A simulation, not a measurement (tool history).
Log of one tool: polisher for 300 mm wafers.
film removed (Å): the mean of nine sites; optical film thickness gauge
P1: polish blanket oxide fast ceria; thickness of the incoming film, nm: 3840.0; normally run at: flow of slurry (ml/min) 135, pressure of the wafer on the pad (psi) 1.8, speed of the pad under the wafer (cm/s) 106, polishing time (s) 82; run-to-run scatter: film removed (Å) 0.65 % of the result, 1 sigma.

run	hour	flow of slurry (ml/min)	pressure of the wafer on the pad (psi)	speed of the pad under the wafer (cm/s)	polishing time (s)	wafers polished on this pad	hours since the slurry nozzle was cleaned	hours since the head pressure was calibrated	film removed (Å)
1	5.8	135	1.8	106	82	459	74.3	213.8	9019.7
2	11.7	135	1.8	106	37	492	80.2	219.7	4067.6
3	20.1	135	1.8	58	82	538	88.6	228.1	4975.3
4	25.7	135	1.8	106	82	569	94.2	233.7	8840.2
5	32.1	135	1.8	148	82	604	100.6	240.1	12470
6	37.5	210	1.8	106	82	634	106	245.5	9673.3
7	41.5	80	1.8	106	82	656	110	249.5	8023.1
8	48.4	135	1.8	106	127	694	116.9	256.4	13891
9	53.8	135	2.8	106	82	724	122.3	261.8	13922
10	61.7	135	0.8	106	82	767	130.2	269.7	4005
11	67.8	135	1.8	106	82	801	136.3	275.8	9000.9
12	71.6	185	1.8	136	82	822	140.1	279.6	12019
13	78.9	135	1.8	106	82	862	147.4	286.9	8977.8
14	83.5	135	1.8	106	82	887	152	291.5	8928.8
15	91.7	135	1.8	106	82	932	160.2	299.7	9039.6
16	97.6	135	1.8	106	82	965	166.1	305.6	8719
17	102.9	135	1.8	106	82	994	171.4	310.9	8635.9
18	110.6	135	1.8	106	82	1037	179.1	318.6	8460.4
19	115.3	135	1.8	106	82	1062	183.8	323.3	8372.9
20	123.4	135	1.8	106	82	1107	191.9	331.4	8236
21	128.4	135	1.8	106	82	1135	196.9	336.4	8150.9
22	136.3	135	1.8	106	82	1178	204.8	344.3	8170.7
# hour 142.9: worn pad replaced by a new one
23	144.2	135	1.8	106	82	7	212.7	352.2	8037.1
24	148	135	1.8	106	82	28	216.5	356	8013.5
25	154.8	135	1.8	106	82	65	223.3	362.8	7962.2
26	161	135	1.8	106	82	99	229.5	369	7979.2

What P1 gives has crept away from where it was. These 2 causes fit the log equally well, each at the size given:
A: slurry flow missing at the pad, % = 37.8
B: head's pressure below its setpoint, % = 10.6
The creep began at about hour 91.7.
Why every other cause is out:
removal rate lost through wear of the pad, %: serviced at hour 142.9, which brought nothing back

4 check runs are offered, each on 3 wafers whose results are averaged, their results left as question marks. Which one tells the causes apart?
check 1	167.2	135	2.7	106	126				?
check 2	167.2	190	1.8	106	47				?
check 3	167.2	135	0.8	106	100				?
check 4	167.2	135	1.1	106	82				?

What each check would give under each cause:
check	result	if A	if B
check 1	film removed (Å)	18512	18517
check 2	film removed (Å)	5014.2	4868
check 3	film removed (Å)	4353.2	4354.3
check 4	film removed (Å)	4908.2	4909.5
How far apart the two closest causes lie, in the result that separates them most: check 1 0.03 %; check 2 2.96 %; check 3 0.03 %; check 4 0.03 %
Check 2 tells the causes apart: in the others they would give nearly the same result.

Check 2 was then run and gave: film removed (Å) 5039.7. Which cause is it?

It is A: slurry flow missing at the pad, %.
